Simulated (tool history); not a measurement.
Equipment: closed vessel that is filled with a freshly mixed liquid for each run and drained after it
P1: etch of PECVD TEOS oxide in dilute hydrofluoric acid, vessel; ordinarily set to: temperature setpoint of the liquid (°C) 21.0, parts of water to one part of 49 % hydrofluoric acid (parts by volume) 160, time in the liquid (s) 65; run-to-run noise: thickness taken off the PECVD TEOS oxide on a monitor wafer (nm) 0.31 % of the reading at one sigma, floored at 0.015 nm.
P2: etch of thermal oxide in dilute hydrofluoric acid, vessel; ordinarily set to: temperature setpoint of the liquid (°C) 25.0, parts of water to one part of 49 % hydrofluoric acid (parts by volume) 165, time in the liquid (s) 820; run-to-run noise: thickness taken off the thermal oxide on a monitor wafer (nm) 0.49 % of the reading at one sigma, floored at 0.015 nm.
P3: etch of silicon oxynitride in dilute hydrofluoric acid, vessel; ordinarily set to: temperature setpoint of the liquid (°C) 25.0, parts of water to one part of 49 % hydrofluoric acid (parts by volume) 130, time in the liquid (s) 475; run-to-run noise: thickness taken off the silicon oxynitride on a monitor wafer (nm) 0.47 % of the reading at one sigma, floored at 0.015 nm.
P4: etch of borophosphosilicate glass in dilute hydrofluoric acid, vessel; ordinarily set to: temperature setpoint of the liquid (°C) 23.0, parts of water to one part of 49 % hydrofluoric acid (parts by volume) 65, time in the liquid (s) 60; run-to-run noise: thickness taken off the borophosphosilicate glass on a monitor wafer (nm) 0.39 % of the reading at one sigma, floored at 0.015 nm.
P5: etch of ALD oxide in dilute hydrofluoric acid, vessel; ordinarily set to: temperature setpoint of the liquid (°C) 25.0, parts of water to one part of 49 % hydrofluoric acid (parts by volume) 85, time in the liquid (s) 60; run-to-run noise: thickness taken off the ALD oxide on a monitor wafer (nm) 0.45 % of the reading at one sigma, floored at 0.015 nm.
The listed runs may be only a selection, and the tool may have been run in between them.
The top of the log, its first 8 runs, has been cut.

| run | day | process that ran | temperature setpoint of the liquid (°C) | parts of water to one part of 49 % hydrofluoric acid (parts by volume) | time in the liquid (s) | thickness taken off the PECVD TEOS oxide on a monitor wafer (nm) | thickness taken off the ALD oxide on a monitor wafer (nm) | thickness taken off the thermal oxide on a monitor wafer (nm) | thickness taken off the borophosphosilicate glass on a monitor wafer (nm) | thickness taken off the silicon oxynitride on a monitor wafer (nm) |
|---|---|---|---|---|---|---|---|---|---|---|
| 9 | 4.333 | P1 | 21.0 | 40 | 105 | 48.3720 |  |  |  |  |
| 10 | 4.629 | P1 | 21.0 | 160 | 110 | 11.0220 |  |  |  |  |
| 11 | 5.238 | P3 | 25.0 | 30 | 475 |  |  |  |  | 74.03700 |
| 12 | 5.550 | P1 | 21.0 | 260 | 65 | 3.5995 |  |  |  |  |
| 13 | 5.858 | P4 | 23.0 | 90 | 60 |  |  |  | 54.576 |  |
| 14 | 6.146 | P4 | 27.5 | 65 | 60 |  |  |  | 93.579 |  |
|  | 6.492 | thermometer replaced |
| 15 | 6.712 | P1 | 21.0 | 160 | 30 | 3.0033 |  |  |  |  |
| 16 | 7.058 | P1 | 28.0 | 160 | 35 | 4.5401 |  |  |  |  |
| 17 | 7.338 | P3 | 25.0 | 130 | 475 |  |  |  |  | 15.54000 |
| 18 | 7.650 | P1 | 17.0 | 160 | 65 | 5.5724 |  |  |  |  |
| 19 | 8.179 | P4 | 23.0 | 65 | 105 |  |  |  | 137.610 |  |
| 20 | 8.704 | P3 | 19.0 | 130 | 475 |  |  |  |  | 11.78500 |
| 21 | 9.129 | P3 | 25.0 | 130 | 30 |  |  |  |  | 0.99077 |
| 22 | 9.683 | P1 | 21.0 | 160 | 65 | 6.4789 |  |  |  |  |
| 23 | 10.100 | P1 | 21.0 | 100 | 65 | 11.0650 |  |  |  |  |
| 24 | 10.467 | P5 | 33.0 | 85 | 60 |  | 24.856 |  |  |  |

Estimate the outcome of run 25 from the log above:
| 25 | 10.746 | P1 | 21.0 | 160 | 65 | ? |  |  |  |  |

thickness taken off the PECVD TEOS oxide on a monitor wafer (nm): 6.5218
